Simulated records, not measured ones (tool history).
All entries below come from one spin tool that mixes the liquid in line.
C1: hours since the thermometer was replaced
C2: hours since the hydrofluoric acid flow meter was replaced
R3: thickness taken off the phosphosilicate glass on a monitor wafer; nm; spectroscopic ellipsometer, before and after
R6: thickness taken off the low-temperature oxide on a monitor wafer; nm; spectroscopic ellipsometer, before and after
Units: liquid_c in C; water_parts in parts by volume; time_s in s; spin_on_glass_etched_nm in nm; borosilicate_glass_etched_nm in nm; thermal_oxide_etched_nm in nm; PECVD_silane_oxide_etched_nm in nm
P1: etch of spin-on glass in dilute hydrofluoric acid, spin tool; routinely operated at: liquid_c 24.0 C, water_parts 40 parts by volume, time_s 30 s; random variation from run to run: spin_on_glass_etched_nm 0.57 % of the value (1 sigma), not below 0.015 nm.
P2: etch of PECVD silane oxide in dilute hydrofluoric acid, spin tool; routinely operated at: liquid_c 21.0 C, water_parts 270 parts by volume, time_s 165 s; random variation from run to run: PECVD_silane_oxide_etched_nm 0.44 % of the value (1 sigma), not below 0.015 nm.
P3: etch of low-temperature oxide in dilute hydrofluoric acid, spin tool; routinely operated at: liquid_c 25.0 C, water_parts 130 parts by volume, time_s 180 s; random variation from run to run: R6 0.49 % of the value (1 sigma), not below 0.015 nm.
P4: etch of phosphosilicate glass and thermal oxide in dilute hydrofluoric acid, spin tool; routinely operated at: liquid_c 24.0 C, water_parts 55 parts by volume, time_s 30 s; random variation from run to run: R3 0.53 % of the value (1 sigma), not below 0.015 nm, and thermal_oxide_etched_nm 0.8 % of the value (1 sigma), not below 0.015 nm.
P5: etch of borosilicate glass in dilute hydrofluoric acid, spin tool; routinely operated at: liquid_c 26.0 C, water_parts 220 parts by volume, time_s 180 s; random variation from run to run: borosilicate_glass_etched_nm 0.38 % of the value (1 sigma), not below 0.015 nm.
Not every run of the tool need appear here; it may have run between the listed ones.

Run 1, hour 6.7: process P1, liquid_c 24.0 C, water_parts 40 parts by volume, time_s 30 s; C1 470.1; C2 767.2. Result: spin_on_glass_etched_nm 33.887 nm.
Run 2, hour 13.0: process P1, liquid_c 19.0 C, water_parts 40 parts by volume, time_s 30 s; C1 476.4; C2 773.5. Result: spin_on_glass_etched_nm 27.885 nm.
Run 3, hour 18.9: process P5, liquid_c 26.0 C, water_parts 350 parts by volume, time_s 180 s; C1 482.3; C2 779.4. Result: borosilicate_glass_etched_nm 15.606 nm.
Run 4, hour 22.5: process P1, liquid_c 24.0 C, water_parts 60 parts by volume, time_s 30 s; C1 485.9; C2 783.0. Result: spin_on_glass_etched_nm 22.282 nm.
Run 5, hour 28.8: process P4, liquid_c 24.0 C, water_parts 55 parts by volume, time_s 55 s; C1 492.2; C2 789.3. Result: R3 73.568 nm, thermal_oxide_etched_nm 5.4471 nm.
Run 6, hour 33.6: process P1, liquid_c 24.0 C, water_parts 40 parts by volume, time_s 60 s; C1 497.0; C2 794.1. Result: spin_on_glass_etched_nm 68.001 nm.
Run 7, hour 40.3: process P4, liquid_c 24.0 C, water_parts 55 parts by volume, time_s 30 s; C1 503.7; C2 800.8. Result: R3 40.569 nm, thermal_oxide_etched_nm 2.9834 nm.
Run 8, hour 46.0: process P2, liquid_c 21.0 C, water_parts 65 parts by volume, time_s 165 s; C1 509.4; C2 806.5. Result: PECVD_silane_oxide_etched_nm 75.7370 nm.
Run 9, hour 49.3: process P5, liquid_c 34.0 C, water_parts 220 parts by volume, time_s 180 s; C1 512.7; C2 809.8. Result: borosilicate_glass_etched_nm 37.132 nm.
Run 10, hour 56.3: process P5, liquid_c 26.0 C, water_parts 220 parts by volume, time_s 180 s; C1 519.7; C2 816.8. Result: borosilicate_glass_etched_nm 28.695 nm.
Run 11, hour 61.5: process P1, liquid_c 24.0 C, water_parts 40 parts by volume, time_s 30 s; C1 524.9; C2 822.0. Result: spin_on_glass_etched_nm 34.571 nm.
Run 12, hour 66.6: process P3, liquid_c 25.0 C, water_parts 55 parts by volume, time_s 180 s; C1 530.0; C2 827.1. Result: R6 59.067 nm.
Run 13, hour 69.9: process P1, liquid_c 24.0 C, water_parts 40 parts by volume, time_s 30 s; C1 533.3; C2 830.4. Result: spin_on_glass_etched_nm 34.475 nm.
Run 14, hour 73.3: process P5, liquid_c 26.0 C, water_parts 220 parts by volume, time_s 180 s; C1 536.7; C2 833.8. Result: borosilicate_glass_etched_nm 28.281 nm.
Run 15, hour 77.6: process P4, liquid_c 24.0 C, water_parts 55 parts by volume, time_s 30 s; C1 541.0; C2 838.1. Result: R3 40.209 nm, thermal_oxide_etched_nm 2.9502 nm.
Run 16, hour 85.0: process P3, liquid_c 18.5 C, water_parts 130 parts by volume, time_s 180 s; C1 548.4; C2 845.5. Result: R6 17.511 nm.
Run 17, hour 89.3: process P4, liquid_c 24.0 C, water_parts 20 parts by volume, time_s 30 s; C1 552.7; C2 849.8. Result: R3 115.960 nm, thermal_oxide_etched_nm 8.5794 nm.
Run 18, hour 92.7: process P1, liquid_c 24.0 C, water_parts 40 parts by volume, time_s 30 s; C1 556.1; C2 853.2. Result: spin_on_glass_etched_nm 34.185 nm.
Run 19, hour 96.3: process P1, liquid_c 24.0 C, water_parts 20 parts by volume, time_s 30 s; C1 559.7; C2 856.8. Result: spin_on_glass_etched_nm 70.353 nm.
Run 20, hour 99.7: process P3, liquid_c 25.0 C, water_parts 130 parts by volume, time_s 180 s; C1 563.1; C2 860.2. Result: R6 22.739 nm.
Run 21, hour 106.4: process P2, liquid_c 28.5 C, water_parts 270 parts by volume, time_s 165 s; C1 569.8; C2 866.9. Result: PECVD_silane_oxide_etched_nm 19.3190 nm.
Run 22, hour 109.9: process P1, liquid_c 24.0 C, water_parts 20 parts by volume, time_s 60 s; C1 573.3; C2 870.4. Result: spin_on_glass_etched_nm 140.930 nm.
Run 23, hour 114.5: process P5, liquid_c 26.0 C, water_parts 220 parts by volume, time_s 335 s; C1 577.9; C2 875.0. Result: borosilicate_glass_etched_nm 53.012 nm.
Run 24, hour 118.1: process P1, liquid_c 24.0 C, water_parts 40 parts by volume, time_s 30 s; C1 581.5; C2 878.6. Result: spin_on_glass_etched_nm 34.157 nm.
Run 25, hour 121.8: process P3, liquid_c 25.0 C, water_parts 130 parts by volume, time_s 180 s; C1 585.2; C2 882.3. Result: R6 22.550 nm.
Run 26, hour 129.1: process P2, liquid_c 21.0 C, water_parts 270 parts by volume, time_s 165 s; C1 592.5; C2 889.6. Result: PECVD_silane_oxide_etched_nm 14.7640 nm.
Run 27, hour 132.6: process P2, liquid_c 21.0 C, water_parts 270 parts by volume, time_s 15 s; C1 596.0; C2 893.1. Result: PECVD_silane_oxide_etched_nm 1.3189 nm.
Run 28, hour 139.6: process P1, liquid_c 24.0 C, water_parts 40 parts by volume, time_s 15 s; C1 603.0; C2 900.1. Result: spin_on_glass_etched_nm 17.176 nm.
Run 29, hour 144.9: process P1, liquid_c 24.0 C, water_parts 40 parts by volume, time_s 30 s; C1 608.3; C2 905.4. Result: spin_on_glass_etched_nm 34.253 nm.
Run 30, hour 151.7: process P1, liquid_c 31.5 C, water_parts 40 parts by volume, time_s 30 s; C1 615.1; C2 912.2. Result: spin_on_glass_etched_nm 46.451 nm.
Run 31, hour 157.9: process P2, liquid_c 21.0 C, water_parts 270 parts by volume, time_s 165 s; C1 621.3; C2 918.4. Result: PECVD_silane_oxide_etched_nm 14.6980 nm.
Run 32, hour 162.4: process P3, liquid_c 25.0 C, water_parts 130 parts by volume, time_s 335 s; C1 625.8; C2 922.9. Result: R6 42.453 nm.
Run 33, hour 168.9: process P4, liquid_c 17.0 C, water_parts 55 parts by volume, time_s 30 s; C1 632.3; C2 929.4. Result: R3 29.835 nm, thermal_oxide_etched_nm 2.1880 nm.
Run 34, hour 174.2: process P1, liquid_c 24.0 C, water_parts 40 parts by volume, time_s 30 s; C1 637.6; C2 934.7. Result: spin_on_glass_etched_nm 34.321 nm.
Run 35, hour 181.6: process P1, liquid_c 24.0 C, water_parts 40 parts by volume, time_s 30 s; C1 645.0; C2 942.1. Result: spin_on_glass_etched_nm 32.907 nm.
Run 36, hour 185.6: process P1, liquid_c 24.0 C, water_parts 40 parts by volume, time_s 30 s; C1 649.0; C2 946.1. Result: spin_on_glass_etched_nm 32.324 nm.
Run 37, hour 190.4: process P1, liquid_c 24.0 C, water_parts 40 parts by volume, time_s 30 s; C1 653.8; C2 950.9. Result: spin_on_glass_etched_nm 32.067 nm.
Run 38, hour 195.5: process P1, liquid_c 24.0 C, water_parts 40 parts by volume, time_s 30 s; C1 658.9; C2 956.0. Result: spin_on_glass_etched_nm 32.064 nm.
Run 39, hour 202.1: process P1, liquid_c 24.0 C, water_parts 40 parts by volume, time_s 30 s; C1 665.5; C2 962.6. Result: spin_on_glass_etched_nm 31.755 nm.
Run 40, hour 206.5: process P1, liquid_c 24.0 C, water_parts 40 parts by volume, time_s 30 s; C1 669.9; C2 967.0. Result: spin_on_glass_etched_nm 31.373 nm.
Run 41, hour 212.0: process P1, liquid_c 24.0 C, water_parts 40 parts by volume, time_s 30 s; C1 675.4; C2 972.5. Result: spin_on_glass_etched_nm 31.444 nm.

The log shows P1 creeping away from where it was. Any of the 2 causes listed here, at the size stated for it, fits the log just as well as the others:
A: liquid colder than its thermometer reads (K) = 2.09
B: hydrofluoric acid flow below the setpoint (%) = 7.93
The onset of the drift is placed at about hour 174.2.

Below are 4 check runs, each on a single wafer, with their results shown as question marks. Which of them would tell the listed causes apart, meaning the causes would give clearly different results under it?
Run check 1, hour 217.5: process P3, liquid_c 18.5 C, water_parts 130 parts by volume, time_s 180 s. Result: R6 ?.
Run check 2, hour 217.5: process P5, liquid_c 33.0 C, water_parts 220 parts by volume, time_s 255 s. Result: borosilicate_glass_etched_nm ?.
Run check 3, hour 217.5: process P4, liquid_c 24.0 C, water_parts 20 parts by volume, time_s 45 s. Result: R3 ?, thermal_oxide_etched_nm ?.
Run check 4, hour 217.5: process P2, liquid_c 21.0 C, water_parts 105 parts by volume, time_s 40 s. Result: PECVD_silane_oxide_etched_nm ?.

Predicted outcomes, by check and by cause:
  check                        result     if A     if B
check 1                            R6   16.092   15.967
check 2  borosilicate_glass_etched_nm   47.668   45.939
check 3                            R3  159.750  160.400
check 3       thermal_oxide_etched_nm  11.7010  11.7490
check 4  PECVD_silane_oxide_etched_nm   9.9670   9.8957
Per-check spread between the two closest causes, in the result where they differ most: check 1 0.78 %; check 2 3.69 %; check 3 0.41 %; check 4 0.72 %
Only in check 2 would the causes give clearly different results; in the remaining checks their results would be nearly the same.

Then check 2 was run and gave: borosilicate_glass_etched_nm 47.451 nm. Which cause is it?

A is the cause: liquid colder than its thermometer reads (K).
